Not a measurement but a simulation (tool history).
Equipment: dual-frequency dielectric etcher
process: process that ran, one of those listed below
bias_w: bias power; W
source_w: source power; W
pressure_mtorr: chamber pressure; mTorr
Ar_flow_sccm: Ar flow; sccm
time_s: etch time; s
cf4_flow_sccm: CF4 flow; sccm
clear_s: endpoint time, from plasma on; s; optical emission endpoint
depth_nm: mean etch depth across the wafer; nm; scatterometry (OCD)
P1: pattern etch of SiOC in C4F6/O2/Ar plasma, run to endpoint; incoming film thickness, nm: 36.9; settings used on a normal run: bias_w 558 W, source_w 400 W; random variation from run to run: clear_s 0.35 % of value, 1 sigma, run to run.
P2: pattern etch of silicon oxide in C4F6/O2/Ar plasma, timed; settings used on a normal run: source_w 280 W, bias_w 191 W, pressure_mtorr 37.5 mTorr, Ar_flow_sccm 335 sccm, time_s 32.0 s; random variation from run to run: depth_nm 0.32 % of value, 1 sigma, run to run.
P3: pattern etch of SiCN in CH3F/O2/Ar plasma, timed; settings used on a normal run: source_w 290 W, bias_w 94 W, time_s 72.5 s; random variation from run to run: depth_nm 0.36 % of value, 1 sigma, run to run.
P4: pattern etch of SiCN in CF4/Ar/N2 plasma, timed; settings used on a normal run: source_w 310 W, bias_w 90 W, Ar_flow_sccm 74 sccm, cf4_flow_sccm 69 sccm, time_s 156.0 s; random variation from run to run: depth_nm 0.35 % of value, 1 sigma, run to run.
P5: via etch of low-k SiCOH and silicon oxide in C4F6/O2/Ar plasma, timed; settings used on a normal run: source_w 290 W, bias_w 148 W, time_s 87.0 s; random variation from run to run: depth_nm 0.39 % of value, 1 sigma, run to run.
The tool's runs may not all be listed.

run	hour	process	bias_w	source_w	pressure_mtorr	Ar_flow_sccm	time_s	cf4_flow_sccm	clear_s	depth_nm
1	4.3	P1	558	400					11.831	
2	11.4	P2	191	280	37.5	335	32.0			87.697
3	17.9	P2	191	280	37.5	220	32.0			92.512
4	22.8	P1	558	270					13.654	
5	27.2	P4	90	310		74	156.0	69		106.230
6	35.1	P4	90	220		74	156.0	69		78.874
7	43.2	P3	94	290			72.5			26.267
8	50.9	P3	94	190			72.5			22.479
9	59.0	P4	66	310		74	156.0	69		95.185
10	66.0	P4	90	310		74	156.0	69		106.550
11	74.2	P4	90	310		74	156.0	44		100.480
12	79.5	P2	191	350	37.5	335	32.0			95.534
13	84.2	P1	395	530					12.120	
14	91.9	P5	148	350			87.0			222.320
15	100.3	P2	116	280	37.5	335	32.0			75.440
16	107.6	P1	706	400					10.810	
17	111.7	P2	191	280	37.5	335	32.0			88.335
18	119.2	P1	558	490					10.987	
19	124.3	P1	326	400					14.413	
20	128.9	P1	367	250					16.543	
21	133.2	P5	148	290			87.0			207.480
22	138.5	P1	558	400					11.757	
23	147.4	P1	776	290					11.720	
24	151.9	P2	191	280	46.0	335	32.0			86.208
25	158.4	P3	94	290			105.5			38.515
26	165.5	P1	558	400					11.787	

Estimate the outcome of run 27 from the log above:
27	172.2	P1	558	400					?	

clear_s: 11.838 s

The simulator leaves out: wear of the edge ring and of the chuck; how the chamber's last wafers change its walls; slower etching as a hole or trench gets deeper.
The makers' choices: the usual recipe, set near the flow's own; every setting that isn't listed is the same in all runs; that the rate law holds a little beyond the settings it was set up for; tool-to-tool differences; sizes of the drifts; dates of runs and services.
